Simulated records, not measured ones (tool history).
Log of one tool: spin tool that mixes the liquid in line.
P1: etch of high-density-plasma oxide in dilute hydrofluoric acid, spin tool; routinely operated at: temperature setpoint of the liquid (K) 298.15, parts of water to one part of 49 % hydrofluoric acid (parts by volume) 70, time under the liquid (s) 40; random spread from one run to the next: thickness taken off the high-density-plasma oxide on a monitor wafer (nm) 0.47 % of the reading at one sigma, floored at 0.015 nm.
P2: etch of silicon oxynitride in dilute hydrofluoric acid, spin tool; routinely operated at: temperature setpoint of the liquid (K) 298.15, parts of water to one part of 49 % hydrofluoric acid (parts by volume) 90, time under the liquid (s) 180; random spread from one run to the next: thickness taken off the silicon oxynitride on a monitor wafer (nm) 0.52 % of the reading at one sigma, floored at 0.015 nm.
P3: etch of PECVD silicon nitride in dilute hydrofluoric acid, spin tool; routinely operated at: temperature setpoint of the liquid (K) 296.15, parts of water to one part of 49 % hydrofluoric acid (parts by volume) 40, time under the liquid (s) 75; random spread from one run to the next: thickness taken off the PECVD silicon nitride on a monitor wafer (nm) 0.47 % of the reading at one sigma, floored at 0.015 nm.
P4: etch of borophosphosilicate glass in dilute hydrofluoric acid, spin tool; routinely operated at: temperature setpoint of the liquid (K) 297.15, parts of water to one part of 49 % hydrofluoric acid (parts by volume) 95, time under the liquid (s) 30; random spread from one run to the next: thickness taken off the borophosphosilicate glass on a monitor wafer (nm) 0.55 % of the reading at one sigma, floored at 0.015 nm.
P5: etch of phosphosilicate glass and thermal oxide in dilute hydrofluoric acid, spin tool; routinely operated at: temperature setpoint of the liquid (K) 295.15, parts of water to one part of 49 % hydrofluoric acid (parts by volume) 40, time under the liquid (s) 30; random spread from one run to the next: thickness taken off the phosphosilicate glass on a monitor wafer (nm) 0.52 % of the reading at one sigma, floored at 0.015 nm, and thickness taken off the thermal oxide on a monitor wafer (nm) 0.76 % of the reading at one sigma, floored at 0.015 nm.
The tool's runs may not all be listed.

| run | hour | process that ran | temperature setpoint of the liquid (K) | parts of water to one part of 49 % hydrofluoric acid (parts by volume) | time under the liquid (s) | hours since the thermometer was replaced | hours since the hydrofluoric acid flow meter was replaced | thickness taken off the high-density-plasma oxide on a monitor wafer (nm) | thickness taken off the silicon oxynitride on a monitor wafer (nm) | thickness taken off the PECVD silicon nitride on a monitor wafer (nm) | thickness taken off the borophosphosilicate glass on a monitor wafer (nm) | thickness taken off the phosphosilicate glass on a monitor wafer (nm) | thickness taken off the thermal oxide on a monitor wafer (nm) |
|---|---|---|---|---|---|---|---|---|---|---|---|---|---|
| 1 | 2.8 | P1 | 298.15 | 70 | 40 | 986.6 | 525.7 | 4.5182 |  |  |  |  |  |
| 2 | 5.4 | P2 | 298.15 | 90 | 295 | 989.2 | 528.3 |  | 14.9620 |  |  |  |  |
| 3 | 7.6 | P1 | 298.15 | 70 | 60 | 991.4 | 530.5 | 6.8498 |  |  |  |  |  |
| 4 | 10.2 | P2 | 298.15 | 90 | 180 | 994.0 | 533.1 |  | 9.1053 |  |  |  |  |
| 5 | 13.5 | P1 | 303.65 | 20 | 40 | 997.3 | 536.4 | 21.6100 |  |  |  |  |  |
| 6 | 16.6 | P2 | 292.15 | 90 | 180 | 1000.4 | 539.5 |  | 6.8508 |  |  |  |  |
| 7 | 19.5 | P1 | 298.15 | 70 | 15 | 1003.3 | 542.4 | 1.7189 |  |  |  |  |  |
| 8 | 22.7 | P1 | 298.15 | 70 | 40 | 1006.5 | 545.6 | 4.5309 |  |  |  |  |  |
| 9 | 25.0 | P1 | 298.15 | 70 | 40 | 1008.8 | 547.9 | 4.5451 |  |  |  |  |  |
| 10 | 29.9 | P1 | 298.15 | 70 | 40 | 1013.7 | 552.8 | 4.5677 |  |  |  |  |  |
| 11 | 32.6 | P3 | 300.65 | 40 | 75 | 1016.4 | 555.5 |  |  | 9.7988 |  |  |  |
| 12 | 35.6 | P4 | 302.65 | 95 | 30 | 1019.4 | 558.5 |  |  |  | 25.711 |  |  |
| 13 | 39.6 | P4 | 297.15 | 50 | 30 | 1023.4 | 562.5 |  |  |  | 41.351 |  |  |
| 14 | 43.8 | P3 | 296.15 | 40 | 115 | 1027.6 | 566.7 |  |  | 10.9780 |  |  |  |
| 15 | 46.7 | P1 | 298.15 | 70 | 40 | 1030.5 | 569.6 | 4.5673 |  |  |  |  |  |
| 16 | 50.9 | P4 | 297.15 | 95 | 30 | 1034.7 | 573.8 |  |  |  | 20.591 |  |  |
| 17 | 55.6 | P1 | 298.15 | 20 | 40 | 1039.4 | 578.5 | 16.8500 |  |  |  |  |  |
| 18 | 59.8 | P5 | 295.15 | 40 | 30 | 1043.6 | 582.7 |  |  |  |  | 117.620 | 3.7048 |
| 19 | 63.5 | P4 | 297.15 | 95 | 60 | 1047.3 | 586.4 |  |  |  | 41.175 |  |  |
| 20 | 67.2 | P3 | 296.15 | 40 | 75 | 1051.0 | 590.1 |  |  | 7.2469 |  |  |  |
| 21 | 72.1 | P1 | 298.15 | 105 | 40 | 1055.9 | 595.0 | 2.8903 |  |  |  |  |  |
| 22 | 75.0 | P5 | 295.15 | 70 | 30 | 1058.8 | 597.9 |  |  |  |  | 64.524 | 1.9871 |
| 23 | 77.2 | P5 | 302.15 | 40 | 30 | 1061.0 | 600.1 |  |  |  |  | 157.740 | 4.7919 |
|  | 80.6 | hydrofluoric acid flow meter replaced |
| 24 | 81.3 | P1 | 298.15 | 70 | 40 | 1065.1 | 0.7 | 4.5410 |  |  |  |  |  |
| 25 | 85.0 | P5 | 295.15 | 40 | 15 | 1068.8 | 4.4 |  |  |  |  | 58.943 | 1.8244 |
| 26 | 89.3 | P1 | 293.65 | 70 | 40 | 1073.1 | 8.7 | 3.7524 |  |  |  |  |  |
| 27 | 93.1 | P4 | 297.15 | 95 | 30 | 1076.9 | 12.5 |  |  |  | 20.627 |  |  |
| 28 | 95.3 | P1 | 302.65 | 70 | 40 | 1079.1 | 14.7 | 5.4084 |  |  |  |  |  |
| 29 | 98.6 | P2 | 298.15 | 30 | 180 | 1082.4 | 18.0 |  | 28.6700 |  |  |  |  |
| 30 | 101.9 | P3 | 296.15 | 25 | 75 | 1085.7 | 21.3 |  |  | 11.1530 |  |  |  |
| 31 | 105.6 | P1 | 298.15 | 70 | 40 | 1089.4 | 25.0 | 4.5424 |  |  |  |  |  |
| 32 | 108.8 | P1 | 298.15 | 70 | 40 | 1092.6 | 28.2 | 4.4738 |  |  |  |  |  |
| 33 | 113.5 | P1 | 298.15 | 70 | 40 | 1097.3 | 32.9 | 4.3631 |  |  |  |  |  |
| 34 | 115.7 | P1 | 298.15 | 70 | 40 | 1099.5 | 35.1 | 4.3060 |  |  |  |  |  |
| 35 | 118.0 | P1 | 298.15 | 70 | 40 | 1101.8 | 37.4 | 4.2769 |  |  |  |  |  |
| 36 | 121.5 | P1 | 298.15 | 70 | 40 | 1105.3 | 40.9 | 4.2793 |  |  |  |  |  |
| 37 | 124.3 | P1 | 298.15 | 70 | 40 | 1108.1 | 43.7 | 4.2790 |  |  |  |  |  |
| 38 | 127.1 | P1 | 298.15 | 70 | 40 | 1110.9 | 46.5 | 4.2555 |  |  |  |  |  |
| 39 | 131.0 | P1 | 298.15 | 70 | 40 | 1114.8 | 50.4 | 4.2703 |  |  |  |  |  |

Predict the results of run 40:
| 40 | 134.8 | P1 | 298.15 | 70 | 40 | 1118.6 | 54.2 | ? |  |  |  |  |  |

{"run 40": {"thickness taken off the high-density-plasma oxide on a monitor wafer (nm)": 4.2791}}

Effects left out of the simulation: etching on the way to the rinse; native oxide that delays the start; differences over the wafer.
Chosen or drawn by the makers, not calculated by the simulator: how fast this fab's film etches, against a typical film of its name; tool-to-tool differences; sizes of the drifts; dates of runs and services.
